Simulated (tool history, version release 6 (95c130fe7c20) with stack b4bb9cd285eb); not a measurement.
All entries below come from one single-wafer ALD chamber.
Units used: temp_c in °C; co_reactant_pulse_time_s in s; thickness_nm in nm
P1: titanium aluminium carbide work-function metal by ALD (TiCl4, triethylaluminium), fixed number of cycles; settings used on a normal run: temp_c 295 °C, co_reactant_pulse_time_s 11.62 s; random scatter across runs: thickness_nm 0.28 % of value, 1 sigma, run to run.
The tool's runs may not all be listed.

| run | hour | temp_c | co_reactant_pulse_time_s | hours since the last thermocouple change | hours since the last triethylaluminium bottle change | thickness_nm |
|---|---|---|---|---|---|---|
| 1 | 2.4 | 295 | 11.62 | 609.5 | 508.7 | 1.9454 |
| 2 | 5.9 | 276 | 19.03 | 613.0 | 512.2 | 1.8144 |
| 3 | 9.5 | 295 | 11.62 | 616.6 | 515.8 | 1.9452 |
| 4 | 12.7 | 295 | 11.62 | 619.8 | 519.0 | 1.9464 |
| 5 | 17.5 | 271 | 11.62 | 624.6 | 523.8 | 1.7423 |
|  | 19.2 | thermocouple changed; heater temperature recalibrated |
| 6 | 20.2 | 295 | 15.95 | 1.1 | 526.5 | 1.9686 |
|  | 22.0 | triethylaluminium bottle replaced |
| 7 | 23.4 | 295 | 11.62 | 4.3 | 1.4 | 1.9399 |
| 8 | 26.1 | 320 | 11.62 | 7.0 | 4.1 | 2.1686 |
| 9 | 29.4 | 295 | 4.63 | 10.3 | 7.4 | 1.5816 |
| 10 | 32.1 | 295 | 11.62 | 13.0 | 10.1 | 1.9474 |
| 11 | 36.0 | 295 | 11.62 | 16.9 | 14.0 | 1.9434 |
| 12 | 39.8 | 295 | 11.62 | 20.7 | 17.8 | 1.9515 |
| 13 | 42.6 | 295 | 11.62 | 23.5 | 20.6 | 1.9402 |
| 14 | 47.2 | 295 | 11.62 | 28.1 | 25.2 | 1.9109 |
| 15 | 52.2 | 295 | 11.62 | 33.1 | 30.2 | 1.9155 |
| 16 | 56.9 | 295 | 11.62 | 37.8 | 34.9 | 1.8985 |
| 17 | 61.3 | 295 | 11.62 | 42.2 | 39.3 | 1.9038 |
| 18 | 63.7 | 295 | 11.62 | 44.6 | 41.7 | 1.9044 |
| 19 | 66.6 | 295 | 11.62 | 47.5 | 44.6 | 1.9073 |
| 20 | 69.9 | 295 | 11.62 | 50.8 | 47.9 | 1.9026 |
| 21 | 73.6 | 295 | 11.62 | 54.5 | 51.6 | 1.8892 |

Run 22 comes next. What will it give?
| 22 | 78.4 | 295 | 11.62 | 59.3 | 56.4 | ? |

{"run 22": {"thickness_nm": 1.9005}}
